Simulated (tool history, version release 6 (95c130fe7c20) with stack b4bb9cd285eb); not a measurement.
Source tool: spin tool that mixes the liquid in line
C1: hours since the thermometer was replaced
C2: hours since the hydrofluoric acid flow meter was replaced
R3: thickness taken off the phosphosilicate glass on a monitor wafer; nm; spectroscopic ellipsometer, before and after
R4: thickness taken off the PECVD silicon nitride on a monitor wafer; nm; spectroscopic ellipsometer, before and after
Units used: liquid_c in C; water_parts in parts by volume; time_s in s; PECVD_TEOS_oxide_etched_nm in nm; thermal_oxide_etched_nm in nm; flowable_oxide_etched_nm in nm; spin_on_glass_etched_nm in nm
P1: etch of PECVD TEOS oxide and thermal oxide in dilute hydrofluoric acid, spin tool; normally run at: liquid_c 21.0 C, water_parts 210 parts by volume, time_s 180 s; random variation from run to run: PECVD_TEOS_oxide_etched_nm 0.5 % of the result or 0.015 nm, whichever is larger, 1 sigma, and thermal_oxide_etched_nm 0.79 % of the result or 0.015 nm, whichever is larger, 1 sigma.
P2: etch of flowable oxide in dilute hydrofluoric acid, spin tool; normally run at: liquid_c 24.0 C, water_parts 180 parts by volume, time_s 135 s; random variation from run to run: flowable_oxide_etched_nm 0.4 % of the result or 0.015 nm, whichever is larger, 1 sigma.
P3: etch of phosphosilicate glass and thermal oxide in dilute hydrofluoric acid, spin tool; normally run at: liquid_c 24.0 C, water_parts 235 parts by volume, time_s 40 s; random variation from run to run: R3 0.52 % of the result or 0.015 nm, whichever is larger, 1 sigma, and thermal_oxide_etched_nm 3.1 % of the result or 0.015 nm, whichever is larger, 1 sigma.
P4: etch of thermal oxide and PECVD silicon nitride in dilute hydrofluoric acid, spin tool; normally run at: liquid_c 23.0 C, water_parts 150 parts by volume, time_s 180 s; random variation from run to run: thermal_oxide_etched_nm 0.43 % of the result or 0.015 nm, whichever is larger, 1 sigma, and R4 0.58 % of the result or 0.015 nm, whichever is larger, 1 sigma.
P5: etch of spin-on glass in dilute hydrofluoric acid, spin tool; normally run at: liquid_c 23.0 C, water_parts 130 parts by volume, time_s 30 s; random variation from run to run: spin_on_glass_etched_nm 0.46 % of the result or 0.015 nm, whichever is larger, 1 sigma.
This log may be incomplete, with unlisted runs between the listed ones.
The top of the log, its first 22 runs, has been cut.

run 23 hour=166.4 | process=P3 liquid_c=24.0 water_parts=235 time_s=40 | C1=1228.5 C2=1642.9 | thermal_oxide_etched_nm=0.69693 R3=9.0050
run 24 hour=172.5 | process=P5 liquid_c=31.0 water_parts=130 time_s=30 | C1=1234.6 C2=1649.0 | spin_on_glass_etched_nm=8.5613
run 25 hour=178.7 | process=P5 liquid_c=23.0 water_parts=130 time_s=30 | C1=1240.8 C2=1655.2 | spin_on_glass_etched_nm=6.4131
run 26 hour=186.8 | process=P1 liquid_c=21.0 water_parts=50 time_s=180 | C1=1248.9 C2=1663.3 | PECVD_TEOS_oxide_etched_nm=90.9260 thermal_oxide_etched_nm=15.71700
run 27 hour=191.7 | process=P1 liquid_c=21.0 water_parts=210 time_s=180 | C1=1253.8 C2=1668.2 | PECVD_TEOS_oxide_etched_nm=18.1150 thermal_oxide_etched_nm=3.14170
run 28 hour=201.0 | process=P3 liquid_c=28.5 water_parts=235 time_s=40 | C1=1263.1 C2=1677.5 | thermal_oxide_etched_nm=0.85442 R3=10.4660
run 29 hour=210.7 | process=P1 liquid_c=21.0 water_parts=370 time_s=180 | C1=1272.8 C2=1687.2 | PECVD_TEOS_oxide_etched_nm=8.8825 thermal_oxide_etched_nm=1.55980
run 30 hour=218.7 | process=P1 liquid_c=21.0 water_parts=210 time_s=180 | C1=1280.8 C2=1695.2 | PECVD_TEOS_oxide_etched_nm=18.0420 thermal_oxide_etched_nm=3.15850
run 31 hour=226.5 | process=P2 liquid_c=17.0 water_parts=180 time_s=135 | C1=1288.6 C2=1703.0 | flowable_oxide_etched_nm=24.466
run 32 hour=233.4 | process=P1 liquid_c=21.0 water_parts=210 time_s=45 | C1=1295.5 C2=1709.9 | PECVD_TEOS_oxide_etched_nm=4.5812 thermal_oxide_etched_nm=0.77896
run 33 hour=242.1 | process=P2 liquid_c=24.0 water_parts=45 time_s=135 | C1=1304.2 C2=1718.6 | flowable_oxide_etched_nm=151.740
run 34 hour=250.3 | process=P5 liquid_c=23.0 water_parts=85 time_s=30 | C1=1312.4 C2=1726.8 | spin_on_glass_etched_nm=10.2960
run 35 hour=260.5 | process=P1 liquid_c=21.0 water_parts=210 time_s=180 | C1=1322.6 C2=1737.0 | PECVD_TEOS_oxide_etched_nm=18.2100 thermal_oxide_etched_nm=3.19740
run 36 hour=265.1 | process=P1 liquid_c=21.0 water_parts=210 time_s=180 | C1=1327.2 C2=1741.6 | PECVD_TEOS_oxide_etched_nm=17.6580 thermal_oxide_etched_nm=3.12290
run 37 hour=271.3 | process=P1 liquid_c=21.0 water_parts=210 time_s=180 | C1=1333.4 C2=1747.8 | PECVD_TEOS_oxide_etched_nm=17.4750 thermal_oxide_etched_nm=3.01330
run 38 hour=277.9 | process=P1 liquid_c=21.0 water_parts=210 time_s=180 | C1=1340.0 C2=1754.4 | PECVD_TEOS_oxide_etched_nm=17.1950 thermal_oxide_etched_nm=3.00800
run 39 hour=285.2 | process=P1 liquid_c=21.0 water_parts=210 time_s=180 | C1=1347.3 C2=1761.7 | PECVD_TEOS_oxide_etched_nm=17.0330 thermal_oxide_etched_nm=2.95650
run 40 hour=295.5 | process=P1 liquid_c=21.0 water_parts=210 time_s=180 | C1=1357.6 C2=1772.0 | PECVD_TEOS_oxide_etched_nm=17.0230 thermal_oxide_etched_nm=2.96030
run 41 hour=302.8 | process=P1 liquid_c=21.0 water_parts=210 time_s=180 | C1=1364.9 C2=1779.3 | PECVD_TEOS_oxide_etched_nm=16.9870 thermal_oxide_etched_nm=2.97080
run 42 hour=312.0 | process=P1 liquid_c=21.0 water_parts=210 time_s=180 | C1=1374.1 C2=1788.5 | PECVD_TEOS_oxide_etched_nm=16.8680 thermal_oxide_etched_nm=2.94870
run 43 hour=317.3 | process=P1 liquid_c=21.0 water_parts=210 time_s=180 | C1=1379.4 C2=1793.8 | PECVD_TEOS_oxide_etched_nm=16.8300 thermal_oxide_etched_nm=2.92700
run 44 hour=323.8 | process=P1 liquid_c=21.0 water_parts=210 time_s=180 | C1=1385.9 C2=1800.3 | PECVD_TEOS_oxide_etched_nm=16.7660 thermal_oxide_etched_nm=2.92030

Estimate the outcome of run 45 from the log above:
run 45 hour=332.6 | process=P1 liquid_c=21.0 water_parts=210 time_s=180 | C1=1394.7 C2=1809.1 | PECVD_TEOS_oxide_etched_nm=? thermal_oxide_etched_nm=?

PECVD_TEOS_oxide_etched_nm: 16.7700 nm
thermal_oxide_etched_nm: 2.94660 nm
